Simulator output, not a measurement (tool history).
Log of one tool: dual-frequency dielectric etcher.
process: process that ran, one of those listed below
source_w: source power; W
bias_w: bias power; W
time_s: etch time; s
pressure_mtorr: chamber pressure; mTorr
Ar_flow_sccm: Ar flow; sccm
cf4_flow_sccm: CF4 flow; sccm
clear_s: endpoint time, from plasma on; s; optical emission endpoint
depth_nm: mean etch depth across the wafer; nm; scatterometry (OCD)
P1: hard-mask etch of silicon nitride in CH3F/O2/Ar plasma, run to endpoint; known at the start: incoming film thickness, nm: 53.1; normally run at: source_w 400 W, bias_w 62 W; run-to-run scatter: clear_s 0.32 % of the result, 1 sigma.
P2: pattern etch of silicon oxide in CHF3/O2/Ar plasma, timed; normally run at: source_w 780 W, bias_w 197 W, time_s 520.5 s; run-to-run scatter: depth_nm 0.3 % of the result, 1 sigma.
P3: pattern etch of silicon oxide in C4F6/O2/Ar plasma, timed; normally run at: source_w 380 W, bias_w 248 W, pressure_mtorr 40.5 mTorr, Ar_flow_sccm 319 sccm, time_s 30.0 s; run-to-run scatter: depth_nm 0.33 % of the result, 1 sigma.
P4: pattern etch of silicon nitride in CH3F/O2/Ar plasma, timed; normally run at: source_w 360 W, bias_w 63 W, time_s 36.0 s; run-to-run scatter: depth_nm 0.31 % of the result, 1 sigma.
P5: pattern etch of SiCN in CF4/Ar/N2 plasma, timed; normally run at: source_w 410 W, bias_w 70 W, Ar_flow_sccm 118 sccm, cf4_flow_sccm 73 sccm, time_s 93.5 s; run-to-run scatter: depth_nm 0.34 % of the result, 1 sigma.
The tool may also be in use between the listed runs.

run,hour,process,source_w,bias_w,time_s,pressure_mtorr,Ar_flow_sccm,cf4_flow_sccm,clear_s,depth_nm
1,17.6,P1,400,62,,,,,77.953,
2,30.9,P4,360,40,36.0,,,,,20.021
3,42.6,P4,360,63,36.0,,,,,23.046
4,53.5,P3,490,248,30.0,40.5,319,,,110.010
5,66.8,P2,780,197,520.5,,,,,1145.700
6,85.0,P2,780,197,520.5,,,,,1148.400
7,100.2,P5,410,89,93.5,,118,73,,80.816
8,117.5,P1,470,47,,,,,80.108,
9,132.0,P5,410,70,57.0,,118,73,,44.849
10,144.1,P1,400,62,,,,,78.307,
11,154.3,P3,380,319,30.0,40.5,319,,,108.470
12,167.2,P1,400,62,,,,,78.097,
13,185.1,P5,410,70,93.5,,118,93,,76.798
14,203.9,P2,540,197,520.5,,,,,993.730
15,219.4,P1,530,62,,,,,70.285,
16,229.6,P4,480,63,36.0,,,,,25.771
17,243.5,P3,380,248,30.0,40.5,237,,,103.280
18,257.9,P2,780,197,391.0,,,,,861.270
19,272.1,P2,780,253,520.5,,,,,1253.200
20,283.3,P3,380,248,39.5,40.5,319,,,131.480
21,295.6,P1,330,45,,,,,93.285,
22,312.5,P4,360,63,23.0,,,,,14.741
23,327.7,P3,380,248,30.0,40.5,319,,,99.347
24,343.5,P5,410,70,93.5,,80,73,,78.630
25,359.9,P5,260,70,93.5,,118,73,,49.318
26,369.6,P1,400,62,,,,,77.959,
27,379.5,P1,400,42,,,,,88.555,
28,396.0,P1,400,62,,,,,78.362,
29,404.4,P1,300,62,,,,,87.005,
30,421.2,P1,400,62,,,,,78.437,
31,440.3,P1,400,75,,,,,72.946,
32,454.5,P3,380,248,30.0,55.5,319,,,96.588
33,468.9,P5,410,70,93.5,,118,73,,74.333
34,483.5,P1,400,62,,,,,78.048,
35,497.9,P1,400,62,,,,,79.048,
36,509.7,P1,400,62,,,,,78.930,
37,519.7,P1,400,62,,,,,78.868,
38,537.8,P1,400,62,,,,,79.257,
39,552.3,P1,400,62,,,,,78.603,
40,566.3,P1,400,62,,,,,79.555,
# hour 573.6: wet clean of the chamber
41,582.1,P1,400,62,,,,,79.020,
42,598.0,P1,400,62,,,,,79.734,
43,613.0,P1,400,62,,,,,79.372,

What P1 gives has crept away from where it was. These 2 causes fit the log equally well, each at the size given:
A: source power that arrives under what is set, % = 4.12
B: bias power that arrives under what is set, % = 4.78
The creep began at about hour 483.5.
Why every other cause is out:
chamber walls in a state that lowers the etch rate, %: serviced at hour 573.6, which brought nothing back

4 check runs are offered, each on 2 wafers whose results are averaged, their results left as question marks. Which one tells the causes apart?
check 1,628.0,P2,650,230,520.5,,,,,?
check 2,628.0,P4,460,63,36.0,,,,,?
check 3,628.0,P3,380,248,30.0,46.5,319,,,?
check 4,628.0,P5,410,70,93.5,,96,73,,?

What each check would give under each cause:
check,result,if A,if B
check 1,depth_nm,1112.000,1110.600
check 2,depth_nm,24.942,24.946
check 3,depth_nm,96.555,96.514
check 4,depth_nm,73.540,75.048
How far apart the two closest causes lie, in the result that separates them most: check 1 0.12 %; check 2 0.02 %; check 3 0.04 %; check 4 2.03 %
Check 4 tells the causes apart: in the others they would give nearly the same result.

Check 4 was then run and gave: depth_nm 74.919 nm. Which cause is it?

It is B: bias power that arrives under what is set, %.

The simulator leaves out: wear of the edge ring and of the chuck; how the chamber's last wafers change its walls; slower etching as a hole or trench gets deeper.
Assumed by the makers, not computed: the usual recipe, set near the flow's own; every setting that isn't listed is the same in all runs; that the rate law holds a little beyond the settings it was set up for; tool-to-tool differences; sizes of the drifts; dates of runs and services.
